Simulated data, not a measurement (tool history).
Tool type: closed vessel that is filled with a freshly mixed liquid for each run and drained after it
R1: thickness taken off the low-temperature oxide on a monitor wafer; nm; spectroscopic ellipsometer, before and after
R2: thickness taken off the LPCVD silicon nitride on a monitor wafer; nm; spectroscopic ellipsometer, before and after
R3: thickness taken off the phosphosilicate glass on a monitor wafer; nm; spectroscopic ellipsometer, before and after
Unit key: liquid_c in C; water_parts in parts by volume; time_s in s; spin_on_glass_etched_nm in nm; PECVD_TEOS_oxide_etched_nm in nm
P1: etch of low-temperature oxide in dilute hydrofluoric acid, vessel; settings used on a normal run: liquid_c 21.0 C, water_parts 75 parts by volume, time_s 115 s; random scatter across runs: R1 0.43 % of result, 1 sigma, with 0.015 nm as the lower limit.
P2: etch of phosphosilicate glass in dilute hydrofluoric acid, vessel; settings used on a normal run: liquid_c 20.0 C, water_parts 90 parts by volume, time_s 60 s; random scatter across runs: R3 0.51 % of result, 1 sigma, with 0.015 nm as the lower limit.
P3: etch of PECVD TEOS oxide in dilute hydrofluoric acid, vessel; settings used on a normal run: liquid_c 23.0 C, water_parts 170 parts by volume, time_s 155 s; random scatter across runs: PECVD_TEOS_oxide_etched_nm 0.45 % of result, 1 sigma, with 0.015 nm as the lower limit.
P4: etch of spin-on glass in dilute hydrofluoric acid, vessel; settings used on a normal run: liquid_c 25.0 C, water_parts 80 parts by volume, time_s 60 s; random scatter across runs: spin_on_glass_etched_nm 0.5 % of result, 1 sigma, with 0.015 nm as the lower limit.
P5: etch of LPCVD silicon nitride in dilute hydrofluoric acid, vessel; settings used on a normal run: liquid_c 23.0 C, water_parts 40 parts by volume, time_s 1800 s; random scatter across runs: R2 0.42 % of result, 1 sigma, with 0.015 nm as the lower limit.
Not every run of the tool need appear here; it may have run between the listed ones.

Run 1, day 0.396: process P1, liquid_c 21.0 C, water_parts 75 parts by volume, time_s 115 s. Result: R1 41.222 nm.
Run 2, day 0.946: process P5, liquid_c 23.0 C, water_parts 20 parts by volume, time_s 1800 s. Result: R2 39.197 nm.
Run 3, day 1.354: process P2, liquid_c 20.0 C, water_parts 90 parts by volume, time_s 100 s. Result: R3 97.757 nm.
Run 4, day 1.704: process P2, liquid_c 20.0 C, water_parts 90 parts by volume, time_s 60 s. Result: R3 59.143 nm.
Run 5, day 2.108: process P1, liquid_c 21.0 C, water_parts 75 parts by volume, time_s 115 s. Result: R1 41.390 nm.
Run 6, day 2.408: process P1, liquid_c 17.0 C, water_parts 75 parts by volume, time_s 115 s. Result: R1 34.825 nm.
Run 7, day 2.658: process P1, liquid_c 21.0 C, water_parts 35 parts by volume, time_s 115 s. Result: R1 93.351 nm.
Run 8, day 3.158: process P4, liquid_c 25.0 C, water_parts 80 parts by volume, time_s 105 s. Result: spin_on_glass_etched_nm 65.930 nm.
Run 9, day 3.450: process P1, liquid_c 21.0 C, water_parts 75 parts by volume, time_s 175 s. Result: R1 63.065 nm.
Run 10, day 3.721: process P3, liquid_c 23.0 C, water_parts 290 parts by volume, time_s 155 s. Result: PECVD_TEOS_oxide_etched_nm 7.1568 nm.
Run 11, day 4.142: process P3, liquid_c 23.0 C, water_parts 170 parts by volume, time_s 30 s. Result: PECVD_TEOS_oxide_etched_nm 2.6982 nm.
Run 12, day 4.438: process P1, liquid_c 21.0 C, water_parts 30 parts by volume, time_s 55 s. Result: R1 52.364 nm.
Run 13, day 4.854: process P5, liquid_c 23.0 C, water_parts 40 parts by volume, time_s 1800 s. Result: R2 20.070 nm.
Run 14, day 5.129: process P1, liquid_c 25.0 C, water_parts 75 parts by volume, time_s 115 s. Result: R1 49.001 nm.
Run 15, day 5.571: process P2, liquid_c 20.0 C, water_parts 90 parts by volume, time_s 60 s. Result: R3 58.448 nm.
Run 16, day 6.104: process P1, liquid_c 21.0 C, water_parts 75 parts by volume, time_s 45 s. Result: R1 16.156 nm.
Run 17, day 6.521: process P2, liquid_c 17.0 C, water_parts 90 parts by volume, time_s 60 s. Result: R3 51.499 nm.
Run 18, day 6.942: process P4, liquid_c 30.0 C, water_parts 80 parts by volume, time_s 60 s. Result: spin_on_glass_etched_nm 45.755 nm.
At day 7.083: thermometer replaced.
Run 19, day 7.204: process P1, liquid_c 21.0 C, water_parts 75 parts by volume, time_s 115 s. Result: R1 41.497 nm.
Run 20, day 7.604: process P4, liquid_c 25.0 C, water_parts 80 parts by volume, time_s 60 s. Result: spin_on_glass_etched_nm 37.616 nm.
Run 21, day 7.875: process P3, liquid_c 23.0 C, water_parts 170 parts by volume, time_s 155 s. Result: PECVD_TEOS_oxide_etched_nm 13.8360 nm.
Run 22, day 8.279: process P5, liquid_c 28.5 C, water_parts 40 parts by volume, time_s 1800 s. Result: R2 29.106 nm.
Run 23, day 8.675: process P1, liquid_c 21.0 C, water_parts 75 parts by volume, time_s 115 s. Result: R1 41.835 nm.
Run 24, day 8.992: process P1, liquid_c 21.0 C, water_parts 125 parts by volume, time_s 115 s. Result: R1 23.479 nm.
Run 25, day 9.542: process P1, liquid_c 21.0 C, water_parts 75 parts by volume, time_s 115 s. Result: R1 41.310 nm.
Run 26, day 9.938: process P2, liquid_c 20.0 C, water_parts 150 parts by volume, time_s 60 s. Result: R3 32.879 nm.
Run 27, day 10.475: process P1, liquid_c 21.0 C, water_parts 75 parts by volume, time_s 115 s. Result: R1 41.550 nm.
Run 28, day 10.800: process P5, liquid_c 23.0 C, water_parts 40 parts by volume, time_s 2590 s. Result: R2 29.211 nm.
Run 29, day 11.217: process P3, liquid_c 30.5 C, water_parts 170 parts by volume, time_s 155 s. Result: PECVD_TEOS_oxide_etched_nm 18.1260 nm.
Run 30, day 11.762: process P3, liquid_c 23.0 C, water_parts 170 parts by volume, time_s 155 s. Result: PECVD_TEOS_oxide_etched_nm 13.8350 nm.
Run 31, day 12.054: process P4, liquid_c 25.0 C, water_parts 30 parts by volume, time_s 60 s. Result: spin_on_glass_etched_nm 108.020 nm.
Run 32, day 12.592: process P1, liquid_c 21.0 C, water_parts 75 parts by volume, time_s 115 s. Result: R1 41.565 nm.
Run 33, day 12.838: process P1, liquid_c 21.0 C, water_parts 75 parts by volume, time_s 115 s. Result: R1 42.232 nm.
Run 34, day 13.129: process P1, liquid_c 21.0 C, water_parts 75 parts by volume, time_s 115 s. Result: R1 42.699 nm.
Run 35, day 13.604: process P1, liquid_c 21.0 C, water_parts 75 parts by volume, time_s 115 s. Result: R1 43.637 nm.
Run 36, day 14.038: process P1, liquid_c 21.0 C, water_parts 75 parts by volume, time_s 115 s. Result: R1 44.084 nm.
Run 37, day 14.300: process P1, liquid_c 21.0 C, water_parts 75 parts by volume, time_s 115 s. Result: R1 43.654 nm.
Run 38, day 14.571: process P1, liquid_c 21.0 C, water_parts 75 parts by volume, time_s 115 s. Result: R1 43.961 nm.
Run 39, day 15.017: process P1, liquid_c 21.0 C, water_parts 75 parts by volume, time_s 115 s. Result: R1 44.079 nm.
Run 40, day 15.533: process P1, liquid_c 21.0 C, water_parts 75 parts by volume, time_s 115 s. Result: R1 44.090 nm.

P1 no longer gives what it gave before; its output has crept away from where it was. The following 2 causes, each at its listed size, fit the log equally well:
A: liquid hotter than its thermometer reads (K) = 1.61
B: hydrofluoric acid flow above the setpoint (%) = 6.27
Onset of the creep was near day 12.592.

Each of the 4 check runs below uses one wafer; its results are left as question marks. Which run tells the causes apart?
Run check 1, day 16.050: process P2, liquid_c 20.0 C, water_parts 90 parts by volume, time_s 60 s. Result: R3 ?.
Run check 2, day 16.050: process P4, liquid_c 25.0 C, water_parts 80 parts by volume, time_s 60 s. Result: spin_on_glass_etched_nm ?.
Run check 3, day 16.050: process P3, liquid_c 23.0 C, water_parts 170 parts by volume, time_s 155 s. Result: PECVD_TEOS_oxide_etched_nm ?.
Run check 4, day 16.050: process P5, liquid_c 23.0 C, water_parts 40 parts by volume, time_s 1800 s. Result: R2 ?.

Outcome of each check run for each possible cause:
  check                      result     if A     if B
check 1                          R3   62.656   62.704
check 2     spin_on_glass_etched_nm   40.085   40.215
check 3  PECVD_TEOS_oxide_etched_nm  14.6700  14.8320
check 4                          R2   22.425   21.328
Per check, the gap between the least separated pair of causes, taken in the result that splits them most: check 1 0.08 %; check 2 0.32 %; check 3 1.1 %; check 4 5.01 %
The causes can be told apart only by check 4. The other checks would give nearly the same results under each of them.

After running check 4, the following was obtained: R2 22.289 nm. Which cause does this point to?

It was cause A: liquid hotter than its thermometer reads (K).
